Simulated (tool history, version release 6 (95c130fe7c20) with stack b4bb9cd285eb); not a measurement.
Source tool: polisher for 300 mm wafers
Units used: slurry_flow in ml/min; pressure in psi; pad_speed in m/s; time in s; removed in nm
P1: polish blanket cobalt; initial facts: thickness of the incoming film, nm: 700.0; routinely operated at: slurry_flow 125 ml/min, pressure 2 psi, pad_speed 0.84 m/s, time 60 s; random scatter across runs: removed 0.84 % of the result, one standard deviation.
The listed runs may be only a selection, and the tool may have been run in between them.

run,day,slurry_flow,pressure,pad_speed,time,wafers polished on this pad,hours since the slurry nozzle was cleaned,hours since the head pressure was calibrated,removed
1,0.429,125,2,0.84,60,394,315.2,143.9,206.36
2,1.075,125,2,0.46,60,590,330.7,159.4,114.21
3,1.838,125,2,0.84,82,821,349,177.7,288.2
4,2.479,190,1.1,0.84,60,1016,364.4,193.1,124.35
5,2.912,125,2,0.84,60,1148,374.8,203.5,210.12
6,3.642,185,2,0.84,60,1369,392.3,221,223.43
7,4.092,125,2,0.84,60,1505,403.1,231.8,204.86
8,4.475,75,2,0.84,60,1622,412.3,241,180.72
9,5.038,125,2,0.84,35,1792,425.8,254.5,122.41
10,5.679,125,2,1.22,60,1987,441.2,269.9,306.09
11,6.321,125,1.1,0.84,60,2182,456.6,285.3,116.17
12,7.029,125,2.9,1.24,60,2397,473.6,302.3,450.35
13,7.438,125,2,0.54,31,2521,483.4,312.1,69.48
14,7.875,125,2,0.84,60,2654,493.9,322.6,209.65
15,8.233,125,2.9,0.84,60,2762,502.5,331.2,305.39
16,8.975,125,2,0.84,60,2987,520.3,349,211.64
17,9.342,125,2,0.84,60,3099,529.1,357.8,208.9
18,9.862,125,2,0.84,60,3257,541.6,370.3,211
19,10.504,125,2,0.84,60,3451,557,385.7,202.71
20,11.296,125,2,0.84,60,3692,576,404.7,197.69
21,12.083,125,2,0.84,60,3931,594.9,423.6,195.08

What does the tool deliver on the next run?
22,12.838,125,2,0.84,60,4159,613,441.7,?

For run 22 the tool returned removed 190.82 nm.
